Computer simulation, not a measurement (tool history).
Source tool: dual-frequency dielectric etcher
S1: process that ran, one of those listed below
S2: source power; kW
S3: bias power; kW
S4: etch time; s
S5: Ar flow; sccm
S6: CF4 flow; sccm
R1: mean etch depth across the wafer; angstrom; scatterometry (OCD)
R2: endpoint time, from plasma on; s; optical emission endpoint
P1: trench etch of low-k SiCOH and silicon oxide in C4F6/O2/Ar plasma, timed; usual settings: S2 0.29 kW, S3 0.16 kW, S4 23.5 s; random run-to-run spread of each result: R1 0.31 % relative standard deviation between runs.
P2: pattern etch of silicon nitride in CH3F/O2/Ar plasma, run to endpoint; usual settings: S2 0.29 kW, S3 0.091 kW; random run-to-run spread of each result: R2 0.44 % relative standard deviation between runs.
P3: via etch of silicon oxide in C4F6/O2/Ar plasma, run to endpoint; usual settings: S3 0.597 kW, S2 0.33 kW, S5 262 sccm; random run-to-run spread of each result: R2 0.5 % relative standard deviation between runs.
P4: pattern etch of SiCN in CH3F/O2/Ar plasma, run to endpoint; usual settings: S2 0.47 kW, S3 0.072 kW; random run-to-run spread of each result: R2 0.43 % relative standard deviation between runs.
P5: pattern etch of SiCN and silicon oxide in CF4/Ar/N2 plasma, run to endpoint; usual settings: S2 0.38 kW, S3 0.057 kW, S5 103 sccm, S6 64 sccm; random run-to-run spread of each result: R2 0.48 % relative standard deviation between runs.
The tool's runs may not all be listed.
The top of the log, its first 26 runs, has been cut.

| run | hour | S1 | S2 | S3 | S4 | S5 | S6 | R1 | R2 |
|---|---|---|---|---|---|---|---|---|---|
| 27 | 198.6 | P3 | 0.22 | 0.597 |  | 262 |  |  | 36.264 |
| 28 | 208.5 | P3 | 0.33 | 0.597 |  | 262 |  |  | 31.191 |
| 29 | 215.4 | P4 | 0.66 | 0.072 |  |  |  |  | 14.358 |
| 30 | 223.7 | P1 | 0.29 | 0.16 | 15.5 |  |  | 391.91 |  |
| 31 | 231.8 | P3 | 0.33 | 0.356 |  | 262 |  |  | 37.61 |
| 32 | 238.1 | P1 | 0.29 | 0.16 | 23.5 |  |  | 591.65 |  |
| 33 | 245.3 | P1 | 0.29 | 0.16 | 23.5 |  |  | 586.49 |  |
| 34 | 250.8 | P1 | 0.29 | 0.16 | 23.5 |  |  | 587.23 |  |
| 35 | 255.8 | P1 | 0.29 | 0.16 | 23.5 |  |  | 582.91 |  |
| 36 | 263.6 | P1 | 0.29 | 0.16 | 23.5 |  |  | 581.52 |  |

Estimate the outcome of run 37 from the log above:
| 37 | 272.4 | P1 | 0.29 | 0.16 | 23.5 |  |  | ? |  |

Run 37 gave R1 582.35 angstrom.
